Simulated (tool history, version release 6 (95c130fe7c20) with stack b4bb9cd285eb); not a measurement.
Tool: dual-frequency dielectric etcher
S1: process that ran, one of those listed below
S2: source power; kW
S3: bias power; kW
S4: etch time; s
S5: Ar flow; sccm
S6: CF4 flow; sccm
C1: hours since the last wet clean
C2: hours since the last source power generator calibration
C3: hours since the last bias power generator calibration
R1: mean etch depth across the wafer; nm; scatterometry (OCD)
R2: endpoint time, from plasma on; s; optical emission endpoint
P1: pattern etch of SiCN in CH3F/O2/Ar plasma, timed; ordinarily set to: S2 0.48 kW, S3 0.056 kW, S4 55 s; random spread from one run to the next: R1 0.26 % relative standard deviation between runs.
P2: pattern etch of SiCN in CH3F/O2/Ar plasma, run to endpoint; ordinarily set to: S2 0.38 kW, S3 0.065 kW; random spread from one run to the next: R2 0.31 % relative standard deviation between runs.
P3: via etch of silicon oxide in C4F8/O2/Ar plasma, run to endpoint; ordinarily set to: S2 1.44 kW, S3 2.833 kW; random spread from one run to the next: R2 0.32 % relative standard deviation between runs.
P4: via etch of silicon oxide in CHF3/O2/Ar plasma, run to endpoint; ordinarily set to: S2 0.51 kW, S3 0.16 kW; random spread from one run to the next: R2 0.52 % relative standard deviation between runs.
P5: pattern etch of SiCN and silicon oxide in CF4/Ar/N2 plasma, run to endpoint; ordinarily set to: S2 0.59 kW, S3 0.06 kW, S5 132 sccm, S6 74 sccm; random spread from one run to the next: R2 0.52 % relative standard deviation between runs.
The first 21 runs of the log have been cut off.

run 22 hour=140.5 | S1=P4 S2=0.31 S3=0.16 | C1=493.7 C2=94.9 C3=2449.2 | R2=458.92
run 23 hour=145.9 | S1=P1 S2=0.48 S3=0.056 S4=55 | C1=499.1 C2=100.3 C3=2454.6 | R1=20.632
run 24 hour=152.7 | S1=P1 S2=0.48 S3=0.056 S4=70.5 | C1=505.9 C2=107.1 C3=2461.4 | R1=26.557
run 25 hour=157.6 | S1=P5 S2=0.59 S3=0.06 S5=181 S6=74 | C1=510.8 C2=112 C3=2466.3 | R2=17.518
run 26 hour=162.6 | S1=P2 S2=0.38 S3=0.051 | C1=515.8 C2=117 C3=2471.3 | R2=34.504
run 27 hour=167.6 | S1=P1 S2=0.48 S3=0.056 S4=55 | C1=520.8 C2=122 C3=2476.3 | R1=20.718
run 28 hour=175.4 | S1=P1 S2=0.48 S3=0.056 S4=55 | C1=528.6 C2=129.8 C3=2484.1 | R1=20.499
run 29 hour=180.6 | S1=P1 S2=0.48 S3=0.056 S4=55 | C1=533.8 C2=135 C3=2489.3 | R1=20.486
run 30 hour=189.2 | S1=P1 S2=0.48 S3=0.056 S4=55 | C1=542.4 C2=143.6 C3=2497.9 | R1=20.395
run 31 hour=197.4 | S1=P1 S2=0.48 S3=0.056 S4=55 | C1=550.6 C2=151.8 C3=2506.1 | R1=20.404
-- hour=201 wet clean of the chamber
run 32 hour=205.7 | S1=P1 S2=0.48 S3=0.056 S4=55 | C1=4.8 C2=160.1 C3=2514.4 | R1=20.428
run 33 hour=210.3 | S1=P1 S2=0.48 S3=0.056 S4=55 | C1=9.4 C2=164.7 C3=2519 | R1=20.464

What does the tool deliver on the next run?
run 34 hour=216.9 | S1=P1 S2=0.48 S3=0.056 S4=55 | C1=16 C2=171.3 C3=2525.6 | R1=?

Run 34 measured R1 20.358 nm.
